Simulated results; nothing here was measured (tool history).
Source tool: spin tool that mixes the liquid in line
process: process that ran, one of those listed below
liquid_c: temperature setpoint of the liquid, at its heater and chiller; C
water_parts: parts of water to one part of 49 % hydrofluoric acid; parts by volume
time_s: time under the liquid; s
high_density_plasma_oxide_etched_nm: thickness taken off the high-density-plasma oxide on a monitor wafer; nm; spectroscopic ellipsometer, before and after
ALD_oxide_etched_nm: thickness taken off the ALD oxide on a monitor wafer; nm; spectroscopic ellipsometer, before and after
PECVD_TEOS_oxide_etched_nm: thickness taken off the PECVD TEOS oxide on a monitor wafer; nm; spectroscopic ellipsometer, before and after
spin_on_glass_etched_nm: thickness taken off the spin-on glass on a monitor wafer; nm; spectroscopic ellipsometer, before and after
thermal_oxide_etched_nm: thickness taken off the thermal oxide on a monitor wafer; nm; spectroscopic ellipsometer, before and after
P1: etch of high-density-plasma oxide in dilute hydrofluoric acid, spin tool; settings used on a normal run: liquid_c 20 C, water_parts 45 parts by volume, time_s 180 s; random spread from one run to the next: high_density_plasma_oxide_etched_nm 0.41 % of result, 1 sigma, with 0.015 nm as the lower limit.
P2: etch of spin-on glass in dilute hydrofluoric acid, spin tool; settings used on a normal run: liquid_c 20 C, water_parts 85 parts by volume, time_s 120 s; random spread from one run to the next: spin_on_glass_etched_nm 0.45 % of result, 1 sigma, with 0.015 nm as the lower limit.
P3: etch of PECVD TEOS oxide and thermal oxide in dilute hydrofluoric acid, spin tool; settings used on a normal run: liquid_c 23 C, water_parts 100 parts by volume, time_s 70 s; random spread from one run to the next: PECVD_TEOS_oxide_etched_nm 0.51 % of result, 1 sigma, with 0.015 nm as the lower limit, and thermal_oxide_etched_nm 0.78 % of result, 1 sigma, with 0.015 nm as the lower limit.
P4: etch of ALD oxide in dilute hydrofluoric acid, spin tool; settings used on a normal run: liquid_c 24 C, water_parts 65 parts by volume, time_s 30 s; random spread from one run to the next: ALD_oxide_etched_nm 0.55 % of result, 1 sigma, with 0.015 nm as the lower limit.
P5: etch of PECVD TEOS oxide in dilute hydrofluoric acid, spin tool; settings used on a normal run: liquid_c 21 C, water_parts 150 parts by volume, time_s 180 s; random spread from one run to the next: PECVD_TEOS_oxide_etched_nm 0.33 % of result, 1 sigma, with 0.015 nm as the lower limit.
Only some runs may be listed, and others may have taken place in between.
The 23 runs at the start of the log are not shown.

run,hour,process,liquid_c,water_parts,time_s,hours since the thermometer was replaced,hours since the hydrofluoric acid flow meter was replaced,high_density_plasma_oxide_etched_nm,ALD_oxide_etched_nm,PECVD_TEOS_oxide_etched_nm,spin_on_glass_etched_nm,thermal_oxide_etched_nm
24,255.5,P4,24,65,55,197.8,1392.1,,10.464,,,
25,264.6,P2,20,85,120,206.9,1401.2,,,,42.301,
26,272.6,P3,23,100,70,214.9,1409.2,,,14.252,,3.0808
27,283.1,P1,20,65,180,225.4,1419.7,14.617,,,,
28,293,P2,28,85,120,235.3,1429.6,,,,58.006,
29,302.8,P1,17,45,180,245.1,1439.4,19.163,,,,
30,315.9,P1,20,45,180,258.2,1452.5,21.882,,,,
31,329.2,P5,21,150,180,271.5,1465.8,,,8.5494,,
32,337.1,P1,20,45,180,279.4,1473.7,21.731,,,,
33,352,P1,20,45,180,294.3,1488.6,22.566,,,,
34,365.9,P1,20,45,180,308.2,1502.5,23.273,,,,
35,375.8,P1,20,45,180,318.1,1512.4,23.491,,,,

Expected results for the next run?
36,388.6,P1,20,45,180,330.9,1525.2,?,,,,

high_density_plasma_oxide_etched_nm: 23.622 nm
